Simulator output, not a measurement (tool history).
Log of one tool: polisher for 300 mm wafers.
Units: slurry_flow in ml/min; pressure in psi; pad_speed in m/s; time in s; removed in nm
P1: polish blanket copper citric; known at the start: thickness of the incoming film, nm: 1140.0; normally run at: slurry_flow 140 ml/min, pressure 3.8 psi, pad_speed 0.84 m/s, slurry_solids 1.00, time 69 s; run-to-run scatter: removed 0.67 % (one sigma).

run 1 hour=10.5 | slurry_flow=140 pressure=3.8 pad_speed=0.84 slurry_solids=1.00 time=69 | removed=185.670
run 2 hour=21.6 | slurry_flow=140 pressure=3.8 pad_speed=0.46 slurry_solids=1.00 time=69 | removed=103.720
run 3 hour=32.6 | slurry_flow=140 pressure=3.8 pad_speed=0.84 slurry_solids=1.00 time=104 | removed=278.580
run 4 hour=44.1 | slurry_flow=85 pressure=3.8 pad_speed=0.84 slurry_solids=1.00 time=69 | removed=164.260
run 5 hour=51.4 | slurry_flow=140 pressure=3.8 pad_speed=1.06 slurry_solids=1.00 time=69 | removed=230.330
run 6 hour=63.5 | slurry_flow=190 pressure=3.8 pad_speed=0.84 slurry_solids=1.00 time=69 | removed=195.120
run 7 hour=73.1 | slurry_flow=140 pressure=1.7 pad_speed=0.84 slurry_solids=1.00 time=69 | removed=85.678
run 8 hour=81.5 | slurry_flow=140 pressure=3.8 pad_speed=0.84 slurry_solids=1.00 time=69 | removed=187.260
run 9 hour=94.5 | slurry_flow=140 pressure=3.8 pad_speed=0.84 slurry_solids=1.00 time=36 | removed=96.276
run 10 hour=102.9 | slurry_flow=140 pressure=2.8 pad_speed=1.06 slurry_solids=1.00 time=69 | removed=171.230
run 11 hour=111.2 | slurry_flow=140 pressure=3.8 pad_speed=0.84 slurry_solids=1.45 time=69 | removed=202.330
run 12 hour=122.5 | slurry_flow=140 pressure=2.2 pad_speed=0.84 slurry_solids=1.35 time=69 | removed=115.770
run 13 hour=132.4 | slurry_flow=140 pressure=6.0 pad_speed=0.84 slurry_solids=1.00 time=69 | removed=291.050
-- hour=137.8 slurry nozzle cleaned
run 14 hour=140.3 | slurry_flow=140 pressure=3.8 pad_speed=0.84 slurry_solids=0.55 time=69 | removed=165.650
run 15 hour=149.5 | slurry_flow=140 pressure=3.8 pad_speed=0.84 slurry_solids=1.00 time=69 | removed=183.520
run 16 hour=157.2 | slurry_flow=140 pressure=3.8 pad_speed=0.84 slurry_solids=1.00 time=69 | removed=185.040
run 17 hour=167.7 | slurry_flow=140 pressure=3.8 pad_speed=0.84 slurry_solids=1.00 time=69 | removed=184.370
run 18 hour=179.9 | slurry_flow=140 pressure=3.8 pad_speed=0.84 slurry_solids=1.00 time=69 | removed=173.680
run 19 hour=187.8 | slurry_flow=140 pressure=3.8 pad_speed=0.84 slurry_solids=1.00 time=69 | removed=172.310
run 20 hour=195.8 | slurry_flow=140 pressure=3.8 pad_speed=0.84 slurry_solids=1.00 time=69 | removed=172.670
-- hour=197.1 head pressure recalibrated
-- hour=199.0 slurry blender recalibrated
run 21 hour=205.9 | slurry_flow=140 pressure=3.8 pad_speed=0.84 slurry_solids=1.00 time=69 | removed=172.540
run 22 hour=212.4 | slurry_flow=140 pressure=3.8 pad_speed=0.84 slurry_solids=1.00 time=69 | removed=170.110

Forecast run 23:
run 23 hour=221.1 | slurry_flow=140 pressure=3.8 pad_speed=0.84 slurry_solids=1.00 time=69 | removed=?

removed: 167.680 nm

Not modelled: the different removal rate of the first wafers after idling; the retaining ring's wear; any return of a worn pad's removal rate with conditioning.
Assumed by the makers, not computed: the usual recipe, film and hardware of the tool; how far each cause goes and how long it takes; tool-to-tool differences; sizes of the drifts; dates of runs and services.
